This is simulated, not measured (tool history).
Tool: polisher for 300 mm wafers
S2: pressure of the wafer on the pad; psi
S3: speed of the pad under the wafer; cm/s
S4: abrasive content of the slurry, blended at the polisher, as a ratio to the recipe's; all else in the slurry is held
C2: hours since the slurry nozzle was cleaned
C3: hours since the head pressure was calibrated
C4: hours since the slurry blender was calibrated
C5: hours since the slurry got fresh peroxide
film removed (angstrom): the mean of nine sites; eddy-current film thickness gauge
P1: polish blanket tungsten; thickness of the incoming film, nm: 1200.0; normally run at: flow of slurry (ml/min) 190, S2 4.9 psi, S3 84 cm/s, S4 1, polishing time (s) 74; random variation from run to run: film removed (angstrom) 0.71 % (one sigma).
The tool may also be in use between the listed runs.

{"run": 1, "hour": 5.9, "flow of slurry (ml/min)": 190, "S2": 4.9, "S3": 84, "S4": 1, "polishing time (s)": 74, "wafers polished on this pad": 823, "C2": 110.6, "C3": 423.1, "C4": 117.8, "C5": 67.9, "film removed (angstrom)": 3270.8}
{"run": 2, "hour": 9.4, "flow of slurry (ml/min)": 250, "S2": 4.9, "S3": 84, "S4": 1, "polishing time (s)": 74, "wafers polished on this pad": 847, "C2": 114.1, "C3": 426.6, "C4": 121.3, "C5": 71.4, "film removed (angstrom)": 3379.9}
{"run": 3, "hour": 13.9, "flow of slurry (ml/min)": 190, "S2": 4.9, "S3": 84, "S4": 1, "polishing time (s)": 47, "wafers polished on this pad": 877, "C2": 118.6, "C3": 431.1, "C4": 125.8, "C5": 75.9, "film removed (angstrom)": 2053.7}
{"run": 4, "hour": 18.7, "flow of slurry (ml/min)": 115, "S2": 4.9, "S3": 84, "S4": 1, "polishing time (s)": 74, "wafers polished on this pad": 910, "C2": 123.4, "C3": 435.9, "C4": 130.6, "C5": 80.7, "film removed (angstrom)": 3013.6}
{"run": 5, "hour": 22.4, "flow of slurry (ml/min)": 190, "S2": 4.9, "S3": 84, "S4": 1, "polishing time (s)": 74, "wafers polished on this pad": 935, "C2": 127.1, "C3": 439.6, "C4": 134.3, "C5": 84.4, "film removed (angstrom)": 3271.3}
{"run": 6, "hour": 26.6, "flow of slurry (ml/min)": 240, "S2": 4.9, "S3": 120, "S4": 1, "polishing time (s)": 74, "wafers polished on this pad": 964, "C2": 131.3, "C3": 443.8, "C4": 138.5, "C5": 88.6, "film removed (angstrom)": 4830.1}
{"run": 7, "hour": 32.4, "flow of slurry (ml/min)": 190, "S2": 4.9, "S3": 84, "S4": 1, "polishing time (s)": 74, "wafers polished on this pad": 1003, "C2": 137.1, "C3": 449.6, "C4": 144.3, "C5": 94.4, "film removed (angstrom)": 3278.1}
{"run": 8, "hour": 37.5, "flow of slurry (ml/min)": 190, "S2": 4.9, "S3": 84, "S4": 1, "polishing time (s)": 74, "wafers polished on this pad": 1038, "C2": 142.2, "C3": 454.7, "C4": 149.4, "C5": 99.5, "film removed (angstrom)": 3286.1}
{"run": 9, "hour": 44.4, "flow of slurry (ml/min)": 190, "S2": 4.9, "S3": 114, "S4": 1, "polishing time (s)": 74, "wafers polished on this pad": 1085, "C2": 149.1, "C3": 461.6, "C4": 156.3, "C5": 106.4, "film removed (angstrom)": 4423}
{"run": 10, "hour": 51.3, "flow of slurry (ml/min)": 190, "S2": 4.9, "S3": 84, "S4": 0.5, "polishing time (s)": 74, "wafers polished on this pad": 1132, "C2": 156, "C3": 468.5, "C4": 163.2, "C5": 113.3, "film removed (angstrom)": 2829.2}
{"run": 11, "hour": 56.8, "flow of slurry (ml/min)": 190, "S2": 4.9, "S3": 84, "S4": 1.5, "polishing time (s)": 74, "wafers polished on this pad": 1170, "C2": 161.5, "C3": 474, "C4": 168.7, "C5": 118.8, "film removed (angstrom)": 3542.3}
{"run": 12, "hour": 60.0, "flow of slurry (ml/min)": 190, "S2": 2.3, "S3": 84, "S4": 1, "polishing time (s)": 74, "wafers polished on this pad": 1191, "C2": 164.7, "C3": 477.2, "C4": 171.9, "C5": 122, "film removed (angstrom)": 1531.2}
{"run": 13, "hour": 64.1, "flow of slurry (ml/min)": 190, "S2": 4.9, "S3": 84, "S4": 1, "polishing time (s)": 104, "wafers polished on this pad": 1219, "C2": 168.8, "C3": 481.3, "C4": 176, "C5": 126.1, "film removed (angstrom)": 4572.8}
{"run": 14, "hour": 69.2, "flow of slurry (ml/min)": 190, "S2": 6.2, "S3": 84, "S4": 1, "polishing time (s)": 74, "wafers polished on this pad": 1254, "C2": 173.9, "C3": 486.4, "C4": 181.1, "C5": 131.2, "film removed (angstrom)": 4088.9}

Forecast run 15:
{"run": 15, "hour": 76.2, "flow of slurry (ml/min)": 190, "S2": 4.9, "S3": 56, "S4": 1, "polishing time (s)": 74, "wafers polished on this pad": 1302, "C2": 180.9, "C3": 493.4, "C4": 188.1, "C5": 138.2, "film removed (angstrom)": "?"}

{"run 15": {"film removed (angstrom)": 2157.8}}

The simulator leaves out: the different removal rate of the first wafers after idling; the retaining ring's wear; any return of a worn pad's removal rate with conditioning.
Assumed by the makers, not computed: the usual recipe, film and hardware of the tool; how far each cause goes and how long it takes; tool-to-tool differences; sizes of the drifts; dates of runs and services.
